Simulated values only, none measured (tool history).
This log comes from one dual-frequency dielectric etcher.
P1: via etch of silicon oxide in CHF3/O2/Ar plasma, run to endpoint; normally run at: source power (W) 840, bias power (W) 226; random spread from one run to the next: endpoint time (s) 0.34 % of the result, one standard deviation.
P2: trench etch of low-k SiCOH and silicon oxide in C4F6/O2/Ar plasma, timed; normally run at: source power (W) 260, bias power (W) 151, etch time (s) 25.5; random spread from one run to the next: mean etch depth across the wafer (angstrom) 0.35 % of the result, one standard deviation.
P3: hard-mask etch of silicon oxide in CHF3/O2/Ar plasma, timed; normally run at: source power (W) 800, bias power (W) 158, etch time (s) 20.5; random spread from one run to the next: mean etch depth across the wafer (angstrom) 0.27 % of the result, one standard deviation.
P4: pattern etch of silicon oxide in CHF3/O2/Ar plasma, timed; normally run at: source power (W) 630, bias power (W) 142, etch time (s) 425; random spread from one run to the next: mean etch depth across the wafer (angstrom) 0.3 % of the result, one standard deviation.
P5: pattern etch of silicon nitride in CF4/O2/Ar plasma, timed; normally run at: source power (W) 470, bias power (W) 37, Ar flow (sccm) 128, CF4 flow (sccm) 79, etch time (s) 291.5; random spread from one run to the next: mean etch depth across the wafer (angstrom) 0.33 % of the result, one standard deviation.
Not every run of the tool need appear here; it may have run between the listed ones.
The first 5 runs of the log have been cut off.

run    day  process that ran  source power (W)  bias power (W)  Ar flow (sccm)  CF4 flow (sccm)  etch time (s)  hours since the last wet clean  hours since the last source power generator calibration  hours since the last bias power generator calibration  endpoint time (s)  mean etch depth across the wafer (angstrom)
  6  1.296                P5               470              37             128              103          291.5                           140.6                                                    808.8                                                 1404.2                                                          4509.1
  7  1.504                P2               260             151                                            25.5                           145.6                                                    813.8                                                 1409.2                                                          643.36
      1.55  -- source power generator calibrated
  8  1.692                P5               470              47             128               79          291.5                           150.1                                                      3.5                                                 1413.7                                                          4776.6
  9   1.85                P5               470              37             128               79          174.5                           153.9                                                      7.3                                                 1417.5                                                          2605.9
 10  1.988                P1               840             226                                                                           157.2                                                     10.6                                                 1420.8             329.89
 11  2.138                P4               630             142                                             425                           160.8                                                     14.2                                                 1424.4                                                          8207.7
 12  2.358                P4               630             142                                             234                           166.1                                                     19.5                                                 1429.7                                                          4529.2
 13  2.488                P1               840             226                                                                           169.2                                                     22.6                                                 1432.8             329.44
 14    2.7                P3               800             158                                            20.5                           174.3                                                     27.7                                                 1437.9                                                          438.72
 15  2.808                P1              1130             226                                                                           176.9                                                     30.3                                                 1440.5             294.53
 16      3                P3               800             105                                            20.5                           181.5                                                     34.9                                                 1445.1                                                          386.92
 17  3.121                P1               520             226                                                                           184.4                                                     37.8                                                   1448             395.37
 18  3.321                P1               670             175                                                                           189.2                                                     42.6                                                 1452.8             391.72
 19  3.471                P1               840             226                                                                           192.8                                                     46.2                                                 1456.4             328.72
 20  3.617                P4               630             115                                             425                           196.3                                                     49.7                                                 1459.9                                                          7680.7
 21  3.746                P2               260             151                                              16                           199.4                                                     52.8                                                   1463                                                          403.82
 22  3.912                P2               210             151                                            25.5                           203.4                                                     56.8                                                   1467                                                           591.7
 23  4.079                P2               260             151                                            25.5                           207.4                                                     60.8                                                   1471                                                           645.3
 24  4.317                P1               840             315                                                                           213.1                                                     66.5                                                 1476.7              293.1
 25  4.496                P3              1120             158                                            20.5                           217.4                                                     70.8                                                   1481                                                           504.6
 26  4.746                P3               800             158                                            11.5                           223.4                                                     76.8                                                   1487                                                          247.02

Run 27 comes next. What will it give?
     4.888  -- wet clean of the chamber
     4.938  -- bias power generator calibrated
 27  4.946                P4               370             142                                             425                             1.5                                                     81.6                                                    0.2                                                               ?

mean etch depth across the wafer (angstrom): 6676.3

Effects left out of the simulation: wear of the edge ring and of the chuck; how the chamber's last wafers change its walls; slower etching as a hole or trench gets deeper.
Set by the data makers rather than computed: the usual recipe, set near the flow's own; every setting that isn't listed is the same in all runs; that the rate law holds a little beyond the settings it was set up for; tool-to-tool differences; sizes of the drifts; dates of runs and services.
